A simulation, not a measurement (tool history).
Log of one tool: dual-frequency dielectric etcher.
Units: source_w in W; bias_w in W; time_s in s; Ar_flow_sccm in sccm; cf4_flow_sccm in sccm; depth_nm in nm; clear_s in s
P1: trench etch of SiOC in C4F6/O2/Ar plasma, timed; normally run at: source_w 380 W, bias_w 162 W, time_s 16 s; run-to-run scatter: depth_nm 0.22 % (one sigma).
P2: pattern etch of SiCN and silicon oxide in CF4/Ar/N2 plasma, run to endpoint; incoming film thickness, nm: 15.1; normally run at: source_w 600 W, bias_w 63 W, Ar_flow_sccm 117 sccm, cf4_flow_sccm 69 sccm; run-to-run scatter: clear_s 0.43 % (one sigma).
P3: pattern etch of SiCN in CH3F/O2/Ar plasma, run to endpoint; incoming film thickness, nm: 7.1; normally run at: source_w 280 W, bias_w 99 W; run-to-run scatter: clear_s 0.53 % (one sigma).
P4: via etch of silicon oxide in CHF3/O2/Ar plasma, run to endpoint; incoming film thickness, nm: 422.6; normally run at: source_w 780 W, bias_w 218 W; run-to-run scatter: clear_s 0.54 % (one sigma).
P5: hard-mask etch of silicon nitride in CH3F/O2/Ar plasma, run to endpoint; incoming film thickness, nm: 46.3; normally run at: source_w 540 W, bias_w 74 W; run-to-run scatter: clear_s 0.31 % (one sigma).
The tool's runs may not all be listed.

| run | hour | process | source_w | bias_w | time_s | Ar_flow_sccm | cf4_flow_sccm | hours since the last wet clean | hours since the last source power generator calibration | hours since the last bias power generator calibration | depth_nm | clear_s |
|---|---|---|---|---|---|---|---|---|---|---|---|---|
| 1 | 8.1 | P1 | 380 | 162 | 16 |  |  | 290.7 | 1590 | 2077.9 | 32.522 |  |
| 2 | 20 | P3 | 280 | 99 |  |  |  | 302.6 | 1601.9 | 2089.8 |  | 19.209 |
| 3 | 26.8 | P2 | 600 | 63 |  | 117 | 69 | 309.4 | 1608.7 | 2096.6 |  | 14.171 |
| 4 | 39.7 | P3 | 280 | 99 |  |  |  | 322.3 | 1621.6 | 2109.5 |  | 19.139 |
| 5 | 53.7 | P1 | 380 | 162 | 16 |  |  | 336.3 | 1635.6 | 2123.5 | 32.332 |  |
| 6 | 62.1 | P4 | 780 | 158 |  |  |  | 344.7 | 1644 | 2131.9 |  | 194.38 |
| 7 | 73.6 | P5 | 540 | 74 |  |  |  | 356.2 | 1655.5 | 2143.4 |  | 59.458 |
| 8 | 87 | P5 | 540 | 98 |  |  |  | 369.6 | 1668.9 | 2156.8 |  | 53.6 |
| 9 | 98.4 | P1 | 380 | 162 | 23 |  |  | 381 | 1680.3 | 2168.2 | 46.654 |  |
| 10 | 113.6 | P1 | 300 | 215 | 16 |  |  | 396.2 | 1695.5 | 2183.4 | 32.46 |  |
| 11 | 127.8 | P3 | 200 | 99 |  |  |  | 410.4 | 1709.7 | 2197.6 |  | 21.693 |
| 12 | 137.3 | P1 | 380 | 123 | 16 |  |  | 419.9 | 1719.2 | 2207.1 | 29.823 |  |
| 13 | 144.8 | P1 | 380 | 206 | 12 |  |  | 427.4 | 1726.7 | 2214.6 | 26.276 |  |
| 14 | 153.3 | P1 | 290 | 126 | 16 |  |  | 435.9 | 1735.2 | 2223.1 | 27.093 |  |
| 15 | 163.2 | P1 | 380 | 162 | 16 |  |  | 445.8 | 1745.1 | 2233 | 32.511 |  |
| 16 | 170.6 | P1 | 380 | 162 | 16 |  |  | 453.2 | 1752.5 | 2240.4 | 32.485 |  |
| 17 | 177.7 | P1 | 380 | 162 | 16 |  |  | 460.3 | 1759.6 | 2247.5 | 32.585 |  |
| 18 | 185.9 | P2 | 440 | 63 |  | 117 | 69 | 468.5 | 1767.8 | 2255.7 |  | 18.536 |
| 19 | 195.5 | P2 | 600 | 63 |  | 117 | 97 | 478.1 | 1777.4 | 2265.3 |  | 13.315 |
| 20 | 210.2 | P1 | 380 | 162 | 16 |  |  | 492.8 | 1792.1 | 2280 | 32.43 |  |
|  | 219.4 | bias power generator calibrated |
| 21 | 219.9 | P4 | 1070 | 218 |  |  |  | 502.5 | 1801.8 | 0.6 |  | 156.57 |
| 22 | 229.4 | P1 | 380 | 162 | 16 |  |  | 512 | 1811.3 | 10.1 | 32.388 |  |
| 23 | 243.7 | P3 | 280 | 70 |  |  |  | 526.3 | 1825.6 | 24.4 |  | 21.643 |
| 24 | 252.9 | P1 | 290 | 162 | 16 |  |  | 535.5 | 1834.8 | 33.6 | 29.184 |  |
| 25 | 259.6 | P4 | 780 | 218 |  |  |  | 542.2 | 1841.5 | 40.3 |  | 177.08 |
| 26 | 269.4 | P1 | 510 | 162 | 16 |  |  | 552 | 1851.3 | 50.1 | 36.434 |  |
| 27 | 281.4 | P4 | 780 | 218 |  |  |  | 564 | 1863.3 | 62.1 |  | 176.38 |
| 28 | 289.4 | P2 | 600 | 63 |  | 117 | 69 | 572 | 1871.3 | 70.1 |  | 14.128 |
| 29 | 301.8 | P5 | 750 | 74 |  |  |  | 584.4 | 1883.7 | 82.5 |  | 52.206 |
| 30 | 315.9 | P2 | 600 | 63 |  | 71 | 69 | 598.5 | 1897.8 | 96.6 |  | 13.177 |
| 31 | 324.9 | P2 | 600 | 89 |  | 117 | 69 | 607.5 | 1906.8 | 105.6 |  | 12.566 |
| 32 | 337.2 | P1 | 380 | 202 | 16 |  |  | 619.8 | 1919.1 | 117.9 | 34.846 |  |
| 33 | 343.8 | P1 | 380 | 162 | 11 |  |  | 626.4 | 1925.7 | 124.5 | 22.343 |  |
| 34 | 356.7 | P1 | 380 | 162 | 16 |  |  | 639.3 | 1938.6 | 137.4 | 32.427 |  |
| 35 | 370.8 | P1 | 380 | 162 | 16 |  |  | 653.4 | 1952.7 | 151.5 | 32.141 |  |
| 36 | 381.8 | P1 | 380 | 162 | 16 |  |  | 664.4 | 1963.7 | 162.5 | 31.995 |  |
|  | 382.5 | wet clean of the chamber |
| 37 | 392 | P1 | 380 | 162 | 16 |  |  | 9.6 | 1973.9 | 172.7 | 32.046 |  |
| 38 | 399.6 | P1 | 380 | 162 | 16 |  |  | 17.2 | 1981.5 | 180.3 | 31.886 |  |
| 39 | 412.7 | P1 | 380 | 162 | 16 |  |  | 30.3 | 1994.6 | 193.4 | 31.958 |  |
| 40 | 423.6 | P1 | 380 | 162 | 16 |  |  | 41.2 | 2005.5 | 204.3 | 31.905 |  |

What P1 gives has crept away from where it was. These 2 causes fit the log equally well, each at the size given:
A: bias power that arrives under what is set, % = 4.7
B: source power that arrives under what is set, % = 3.73
The creep began at about hour 356.7.
Why every other cause is out:
chamber walls in a state that lowers the etch rate, %: serviced at hour 382.5, which brought nothing back

4 check runs are offered, each on 3 wafers whose results are averaged, their results left as question marks. Which one tells the causes apart?
| check 1 | 434.5 | P4 | 910 | 177 |  |  |  |  |  |  |  | ? |
| check 2 | 434.5 | P2 | 600 | 63 |  | 78 | 96 |  |  |  |  | ? |
| check 3 | 434.5 | P5 | 540 | 97 |  |  |  |  |  |  |  | ? |
| check 4 | 434.5 | P3 | 210 | 75 |  |  |  |  |  |  |  | ? |

What each check would give under each cause:
| check | result | if A | if B |
|---|---|---|---|
| check 1 | clear_s | 180.83 | 180.67 |
| check 2 | clear_s | 12.827 | 13.087 |
| check 3 | clear_s | 54.735 | 54.578 |
| check 4 | clear_s | 23.939 | 23.848 |
How far apart the two closest causes lie, in the result that separates them most: check 1 0.09 %; check 2 2 %; check 3 0.29 %; check 4 0.38 %
Check 2 tells the causes apart: in the others they would give nearly the same result.

Check 2 was then run and gave: clear_s 13.108 s. Which cause is it?

It is B: source power that arrives under what is set, %.
